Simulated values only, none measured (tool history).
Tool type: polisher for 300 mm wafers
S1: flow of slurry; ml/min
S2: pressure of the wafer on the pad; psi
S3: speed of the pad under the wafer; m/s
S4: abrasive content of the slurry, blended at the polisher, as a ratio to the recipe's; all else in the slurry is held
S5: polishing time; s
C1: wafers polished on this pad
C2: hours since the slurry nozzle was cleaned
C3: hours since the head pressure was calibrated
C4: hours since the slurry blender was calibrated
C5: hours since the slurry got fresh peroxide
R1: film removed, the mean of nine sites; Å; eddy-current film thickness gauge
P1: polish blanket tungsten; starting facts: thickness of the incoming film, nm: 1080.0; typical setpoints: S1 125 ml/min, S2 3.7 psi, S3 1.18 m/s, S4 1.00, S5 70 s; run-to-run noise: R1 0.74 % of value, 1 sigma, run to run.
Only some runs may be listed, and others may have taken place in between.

run	hour	S1	S2	S3	S4	S5	C1	C2	C3	C4	C5	R1
1	4.0	125	3.7	1.18	1.00	70	689	345.7	837.4	114.0	39.6	3501.9
2	8.1	125	2.3	1.18	1.00	70	713	349.8	841.5	118.1	43.7	2200.6
# hour 8.3: worn pad replaced by a new one
3	13.3	125	3.7	1.18	1.00	34	29	355.0	846.7	123.3	48.9	1729.7
4	15.9	125	3.7	1.18	1.00	99	44	357.6	849.3	125.9	51.5	5004.8
5	19.2	125	3.7	0.54	1.00	70	64	360.9	852.6	129.2	54.8	1617.0
6	22.3	125	3.7	1.18	1.40	70	82	364.0	855.7	132.3	57.9	3837.1
7	26.6	75	3.7	1.18	1.00	70	107	368.3	860.0	136.6	62.2	3106.1
8	29.9	125	5.9	1.18	1.00	70	127	371.6	863.3	139.9	65.5	5607.6
9	32.6	125	3.7	1.18	0.65	70	142	374.3	866.0	142.6	68.2	3199.9
10	38.2	125	3.7	1.18	1.00	70	175	379.9	871.6	148.2	73.8	3586.2
11	40.9	125	3.7	1.18	1.00	70	191	382.6	874.3	150.9	76.5	3484.2
12	44.2	85	3.7	1.18	1.00	99	211	385.9	877.6	154.2	79.8	4514.7
13	47.4	190	3.7	1.18	1.00	70	229	389.1	880.8	157.4	83.0	3778.7
14	51.2	125	3.7	1.72	1.00	70	252	392.9	884.6	161.2	86.8	5164.9
15	55.7	125	3.7	1.18	1.00	70	278	397.4	889.1	165.7	91.3	3506.9
16	59.8	125	3.7	1.18	1.00	70	302	401.5	893.2	169.8	95.4	3562.9
17	63.6	125	3.7	1.18	1.00	70	324	405.3	897.0	173.6	99.2	3429.7
18	69.1	125	3.7	1.18	1.00	70	357	410.8	902.5	179.1	104.7	3290.1
19	72.9	125	3.7	1.18	1.00	70	379	414.6	906.3	182.9	108.5	3288.8
20	75.9	125	3.7	1.18	1.00	70	397	417.6	909.3	185.9	111.5	3259.0
# hour 76.9: worn pad replaced by a new one
21	78.6	125	3.7	1.18	1.00	70	10	420.3	912.0	188.6	114.2	3209.8
# hour 83.6: slurry blender recalibrated
22	84.3	125	3.7	1.18	1.00	70	43	426.0	917.7	0.7	119.9	3218.0

For run 23, what comes out?
# hour 86.5: head pressure recalibrated
23	88.3	125	3.7	1.18	1.00	70	67	430.0	1.9	4.7	123.9	?

R1: 3189.3 Å

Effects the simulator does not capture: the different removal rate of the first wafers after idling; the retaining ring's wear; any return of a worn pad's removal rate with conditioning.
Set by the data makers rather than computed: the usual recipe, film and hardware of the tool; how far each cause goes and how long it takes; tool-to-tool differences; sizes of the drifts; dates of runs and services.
